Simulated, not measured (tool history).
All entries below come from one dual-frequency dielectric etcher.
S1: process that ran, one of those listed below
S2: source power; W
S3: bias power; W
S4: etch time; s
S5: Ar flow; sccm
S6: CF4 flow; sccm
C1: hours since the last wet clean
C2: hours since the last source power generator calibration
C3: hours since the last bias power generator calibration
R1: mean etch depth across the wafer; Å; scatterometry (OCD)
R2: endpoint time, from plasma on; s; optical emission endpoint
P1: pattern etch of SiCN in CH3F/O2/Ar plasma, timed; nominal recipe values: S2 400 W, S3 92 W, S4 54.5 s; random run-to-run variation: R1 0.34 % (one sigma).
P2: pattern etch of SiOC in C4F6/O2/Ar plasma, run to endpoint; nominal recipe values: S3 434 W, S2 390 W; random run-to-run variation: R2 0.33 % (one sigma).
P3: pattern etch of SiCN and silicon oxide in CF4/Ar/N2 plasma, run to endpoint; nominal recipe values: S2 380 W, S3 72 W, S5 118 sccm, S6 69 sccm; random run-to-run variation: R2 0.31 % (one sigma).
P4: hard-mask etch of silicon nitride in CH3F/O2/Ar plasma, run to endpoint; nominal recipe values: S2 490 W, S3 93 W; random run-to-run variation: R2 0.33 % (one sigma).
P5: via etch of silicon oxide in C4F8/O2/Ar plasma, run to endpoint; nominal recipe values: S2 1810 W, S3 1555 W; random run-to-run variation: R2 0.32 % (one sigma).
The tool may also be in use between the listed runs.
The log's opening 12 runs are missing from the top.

run	hour	S1	S2	S3	S4	S5	S6	C1	C2	C3	R1	R2
13	60.4	P1	310	126	54.5			149.4	2111.9	576.2	229.42	
14	64	P1	400	92	54.5			153	2115.5	579.8	223.03	
15	69.3	P5	1810	1976				158.3	2120.8	585.1		369.87
16	73.4	P2	390	434				162.4	2124.9	589.2		14.925
17	79.6	P5	1420	1555				168.6	2131.1	595.4		437.95
18	85.8	P3	470	72		118	69	174.8	2137.3	601.6		15.842
19	90.7	P1	310	92	54.5			179.7	2142.2	606.5	203.4	
20	95.7	P3	380	72		88	69	184.7	2147.2	611.5		18.267
21	100.3	P5	1810	1555				189.3	2151.8	616.1		396.36
22	106.3	P5	1810	1555				195.3	2157.8	622.1		395.42
23	109.6	P1	400	92	38			198.6	2161.1	625.4	155.27	
24	114.5	P3	380	101		118	69	203.5	2166	630.3		16.773
25	121.8	P2	390	294				210.8	2173.3	637.6		17.109
26	125	P3	380	72		118	69	214	2176.5	640.8		19.106
27	129.1	P4	320	93				218.1	2180.6	644.9		47.572
28	133.5	P4	490	118				222.5	2185	649.3		37.295
29	140.8	P1	400	92	54.5			229.8	2192.3	656.6	223.17	
30	146	P1	400	92	54.5			235	2197.5	661.8	225.48	
31	152.5	P1	400	92	54.5			241.5	2204	668.3	226.2	
# hour 153.5: wet clean of the chamber
32	159.7	P1	400	92	54.5			6.3	2211.2	675.5	226.42	
33	163.4	P1	400	92	54.5			10	2214.9	679.2	226.68	
34	169.9	P1	400	92	54.5			16.5	2221.4	685.7	226.22	

Forecast run 35:
35	173.5	P1	400	92	54.5			20.1	2225	689.3	?	

{"run 35": {"R1": 225.86}}
